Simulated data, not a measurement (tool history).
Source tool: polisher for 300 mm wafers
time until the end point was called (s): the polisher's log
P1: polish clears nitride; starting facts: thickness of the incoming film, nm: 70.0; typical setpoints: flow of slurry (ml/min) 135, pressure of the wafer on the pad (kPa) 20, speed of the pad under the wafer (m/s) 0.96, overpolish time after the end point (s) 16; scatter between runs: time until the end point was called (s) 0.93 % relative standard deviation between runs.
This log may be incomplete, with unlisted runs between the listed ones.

| run | hour | flow of slurry (ml/min) | pressure of the wafer on the pad (kPa) | speed of the pad under the wafer (m/s) | overpolish time after the end point (s) | time until the end point was called (s) |
|---|---|---|---|---|---|---|
| 1 | 5.9 | 135 | 20 | 0.96 | 16 | 79.586 |
| 2 | 8.9 | 135 | 20 | 0.96 | 16 | 79.19 |
| 3 | 13.2 | 135 | 20 | 0.96 | 16 | 80.357 |
| 4 | 16.3 | 135 | 20 | 0.56 | 16 | 135.18 |
| 5 | 22.4 | 135 | 20 | 0.96 | 5 | 78.61 |
| 6 | 26.2 | 90 | 20 | 0.96 | 16 | 87.428 |
| 7 | 29.7 | 205 | 20 | 1.24 | 16 | 56.553 |
| 8 | 33 | 135 | 20 | 0.96 | 29 | 79.3 |
| 9 | 37.3 | 135 | 20 | 0.96 | 16 | 78.331 |
| 10 | 43.5 | 135 | 20 | 1.32 | 16 | 57.086 |
| 11 | 49.2 | 205 | 20 | 0.96 | 16 | 73.89 |
| 12 | 52.2 | 135 | 29 | 0.96 | 16 | 55.039 |
| 13 | 58.4 | 135 | 11 | 0.96 | 16 | 143.53 |
| 14 | 62.5 | 135 | 20 | 0.96 | 16 | 79.262 |
| 15 | 65.3 | 135 | 20 | 0.96 | 16 | 78.722 |
| 16 | 70.7 | 135 | 20 | 0.96 | 16 | 83.263 |
| 17 | 74.4 | 135 | 20 | 0.96 | 16 | 83.745 |
| 18 | 80.3 | 135 | 20 | 0.96 | 16 | 87.822 |
|  | 84.4 | head pressure recalibrated |
| 19 | 84.5 | 135 | 20 | 0.96 | 16 | 87.774 |
| 20 | 90.3 | 135 | 20 | 0.96 | 16 | 86.134 |
| 21 | 96.3 | 135 | 20 | 0.96 | 16 | 88.456 |

What P1 gives has crept away from where it was. These 2 causes fit the log equally well, each at the size given:
A: slurry flow missing at the pad, % = 37.4
B: removal rate lost through wear of the pad, % = 10.6
The gradual shift began around hour 65.3.
The rest of the possible causes, and what rules out each one:
head's pressure below its setpoint, %: serviced after onset, at hour 84.4, with no recovery of the prior output

Each of the check runs listed below is run on 5 wafers and reports their average, with the results left as question marks. Pick the one under which the possible causes would lead to clearly different results.
| check 1 | 102.3 | 135 | 20 | 0.96 | 29 | ? |
| check 2 | 102.3 | 205 | 20 | 1.32 | 16 | ? |
| check 3 | 102.3 | 135 | 24.8 | 0.96 | 16 | ? |
| check 4 | 102.3 | 135 | 11.7 | 0.96 | 16 | ? |

What each check would give under each cause:
| check | result | if A | if B |
|---|---|---|---|
| check 1 | time until the end point was called (s) | 88.61 | 88.627 |
| check 2 | time until the end point was called (s) | 58.2 | 60.303 |
| check 3 | time until the end point was called (s) | 71.38 | 71.394 |
| check 4 | time until the end point was called (s) | 151.16 | 151.19 |
Distance between the nearest two causes, measured in the result of the check that separates them most: check 1 0.02 %; check 2 3.55 %; check 3 0.02 %; check 4 0.02 %
Check 2 tells the causes apart: in the others they would give nearly the same result.

With check 2 done, the readings were: time until the end point was called (s) 58.015. Identify which of the listed causes applies.

Of the candidate causes, it is A: slurry flow missing at the pad, %.

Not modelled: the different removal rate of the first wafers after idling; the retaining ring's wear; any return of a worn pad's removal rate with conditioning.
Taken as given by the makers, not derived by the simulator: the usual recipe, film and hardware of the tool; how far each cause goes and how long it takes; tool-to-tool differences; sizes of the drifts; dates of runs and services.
